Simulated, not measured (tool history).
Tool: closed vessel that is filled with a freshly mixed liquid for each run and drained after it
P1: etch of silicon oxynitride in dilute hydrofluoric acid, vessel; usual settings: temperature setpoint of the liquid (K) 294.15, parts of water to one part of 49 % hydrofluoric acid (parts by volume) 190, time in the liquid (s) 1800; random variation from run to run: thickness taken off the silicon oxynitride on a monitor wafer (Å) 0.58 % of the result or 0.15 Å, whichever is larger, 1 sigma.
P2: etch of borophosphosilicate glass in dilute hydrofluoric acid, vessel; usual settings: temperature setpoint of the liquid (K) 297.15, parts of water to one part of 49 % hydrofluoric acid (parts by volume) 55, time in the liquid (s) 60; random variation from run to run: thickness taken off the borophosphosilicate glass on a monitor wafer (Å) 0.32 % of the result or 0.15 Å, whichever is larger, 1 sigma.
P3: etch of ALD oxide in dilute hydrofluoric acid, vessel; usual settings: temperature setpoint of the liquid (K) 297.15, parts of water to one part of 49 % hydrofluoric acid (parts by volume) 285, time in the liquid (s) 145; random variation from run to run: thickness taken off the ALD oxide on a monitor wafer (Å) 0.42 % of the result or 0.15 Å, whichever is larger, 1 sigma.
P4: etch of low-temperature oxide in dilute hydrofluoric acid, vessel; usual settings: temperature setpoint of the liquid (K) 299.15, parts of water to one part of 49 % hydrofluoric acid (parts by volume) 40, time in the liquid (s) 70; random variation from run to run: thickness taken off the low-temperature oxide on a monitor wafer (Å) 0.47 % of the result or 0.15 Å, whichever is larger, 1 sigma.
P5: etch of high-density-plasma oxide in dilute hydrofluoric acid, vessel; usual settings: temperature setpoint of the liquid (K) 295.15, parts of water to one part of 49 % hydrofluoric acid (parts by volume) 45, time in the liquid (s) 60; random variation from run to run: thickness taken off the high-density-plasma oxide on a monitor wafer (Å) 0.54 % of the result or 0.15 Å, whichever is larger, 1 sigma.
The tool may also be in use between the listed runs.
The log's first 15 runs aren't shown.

run   hour  process that ran  temperature setpoint of the liquid (K)  parts of water to one part of 49 % hydrofluoric acid (parts by volume)  time in the liquid (s)  hours since the thermometer was replaced  hours since the hydrofluoric acid flow meter was replaced  thickness taken off the silicon oxynitride on a monitor wafer (Å)  thickness taken off the ALD oxide on a monitor wafer (Å)  thickness taken off the low-temperature oxide on a monitor wafer (Å)  thickness taken off the borophosphosilicate glass on a monitor wafer (Å)  thickness taken off the high-density-plasma oxide on a monitor wafer (Å)
 16  183.7                P2                                  297.15                                                                      90                      60                                     458.9                                                        328                                                                                                                                                                                                                                                                       355.54
 17  197.1                P2                                  297.15                                                                      55                      60                                     472.3                                                      341.4                                                                                                                                                                                                                                                                       606.41
 18  208.4                P1                                  294.15                                                                      95                    2915                                     483.6                                                      352.7                                                             569.94
 19    218                P3                                  302.15                                                                     285                     145                                     493.2                                                      362.3                                                                                                                        78.61
 20  227.7                P5                                  295.15                                                                      45                      60                                     502.9                                                        372                                                                                                                                                                                                                                                                                                                                                 98.057
 21  241.9                P4                                  299.15                                                                      40                      30                                     517.1                                                      386.2                                                                                                                                                                                             156.73
 22  254.2                P5                                  295.15                                                                      45                      85                                     529.4                                                      398.5                                                                                                                                                                                                                                                                                                                                                 139.08
 23  261.6                P1                                  290.15                                                                     190                    1800                                     536.8                                                      405.9                                                             137.66
 24  275.1                P1                                  294.15                                                                     335                    1800                                     550.3                                                      419.4                                                              85.75
 25  282.6                P2                                  297.15                                                                      55                      30                                     557.8                                                      426.9                                                                                                                                                                                                                                                                       303.48
 26  291.8                P1                                  294.15                                                                     190                    1800                                       567                                                      436.1                                                             165.71

Forecast run 27:
 27  304.6                P1                                  294.15                                                                     190                    1800                                     579.8                                                      448.9                                                                  ?

Run 27 gave thickness taken off the silicon oxynitride on a monitor wafer (Å) 165.42.
